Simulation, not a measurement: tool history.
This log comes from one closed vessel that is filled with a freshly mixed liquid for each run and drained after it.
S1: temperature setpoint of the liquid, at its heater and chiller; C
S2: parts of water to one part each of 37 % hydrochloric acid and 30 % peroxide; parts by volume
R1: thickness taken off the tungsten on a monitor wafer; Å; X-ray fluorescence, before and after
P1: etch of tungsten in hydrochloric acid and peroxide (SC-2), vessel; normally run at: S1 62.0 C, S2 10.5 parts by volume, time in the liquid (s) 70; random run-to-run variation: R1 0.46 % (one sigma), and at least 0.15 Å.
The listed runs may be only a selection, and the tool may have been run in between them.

{"run": 1, "hour": 4.2, "S1": 62.0, "S2": 10.5, "time in the liquid (s)": 70, "R1": 248.8}
{"run": 2, "hour": 7.7, "S1": 62.0, "S2": 10.5, "time in the liquid (s)": 30, "R1": 106.25}
{"run": 3, "hour": 11.6, "S1": 62.0, "S2": 10.5, "time in the liquid (s)": 70, "R1": 247.17}
{"run": 4, "hour": 14.7, "S1": 46.5, "S2": 10.5, "time in the liquid (s)": 70, "R1": 91.645}
{"run": 5, "hour": 18.6, "S1": 62.0, "S2": 18.5, "time in the liquid (s)": 70, "R1": 150.93}
{"run": 6, "hour": 24.0, "S1": 52.5, "S2": 10.5, "time in the liquid (s)": 30, "R1": 58.369}
{"run": 7, "hour": 29.7, "S1": 62.0, "S2": 10.5, "time in the liquid (s)": 70, "R1": 248.41}
{"run": 8, "hour": 35.7, "S1": 62.0, "S2": 10.5, "time in the liquid (s)": 130, "R1": 460.48}
{"run": 9, "hour": 41.9, "S1": 62.0, "S2": 10.5, "time in the liquid (s)": 70, "R1": 248.69}
{"run": 10, "hour": 46.8, "S1": 62.0, "S2": 10.5, "time in the liquid (s)": 70, "R1": 247.24}
{"hour": 47.8, "done": "thermometer replaced"}
{"run": 11, "hour": 50.3, "S1": 62.0, "S2": 14.5, "time in the liquid (s)": 125, "R1": 335.1}
{"hour": 51.4, "done": "chemicals flow meter replaced"}
{"run": 12, "hour": 55.0, "S1": 62.0, "S2": 4.0, "time in the liquid (s)": 70, "R1": 514.88}
{"run": 13, "hour": 59.8, "S1": 62.0, "S2": 10.5, "time in the liquid (s)": 70, "R1": 249.99}
{"run": 14, "hour": 65.2, "S1": 69.0, "S2": 14.5, "time in the liquid (s)": 70, "R1": 285.92}
{"hour": 65.4, "done": "new drum of peroxide connected"}
{"run": 15, "hour": 71.3, "S1": 72.0, "S2": 10.5, "time in the liquid (s)": 70, "R1": 448.47}
{"run": 16, "hour": 75.1, "S1": 62.0, "S2": 10.5, "time in the liquid (s)": 70, "R1": 248.62}
{"run": 17, "hour": 78.8, "S1": 62.0, "S2": 10.5, "time in the liquid (s)": 70, "R1": 250.99}
{"run": 18, "hour": 84.4, "S1": 62.0, "S2": 10.5, "time in the liquid (s)": 70, "R1": 256.65}
{"run": 19, "hour": 90.1, "S1": 62.0, "S2": 10.5, "time in the liquid (s)": 70, "R1": 261.77}
{"run": 20, "hour": 94.1, "S1": 62.0, "S2": 10.5, "time in the liquid (s)": 70, "R1": 259.53}
{"run": 21, "hour": 99.7, "S1": 62.0, "S2": 10.5, "time in the liquid (s)": 70, "R1": 263.81}
{"run": 22, "hour": 102.6, "S1": 62.0, "S2": 10.5, "time in the liquid (s)": 70, "R1": 263.39}
{"run": 23, "hour": 108.5, "S1": 62.0, "S2": 10.5, "time in the liquid (s)": 70, "R1": 262.38}
{"run": 24, "hour": 112.7, "S1": 62.0, "S2": 10.5, "time in the liquid (s)": 70, "R1": 261.82}
{"run": 25, "hour": 115.5, "S1": 62.0, "S2": 10.5, "time in the liquid (s)": 70, "R1": 263.11}

Run 26 is up next; what results do you expect?
{"run": 26, "hour": 119.9, "S1": 62.0, "S2": 10.5, "time in the liquid (s)": 70, "R1": "?"}

Run 26 yielded R1 265.180 Å.
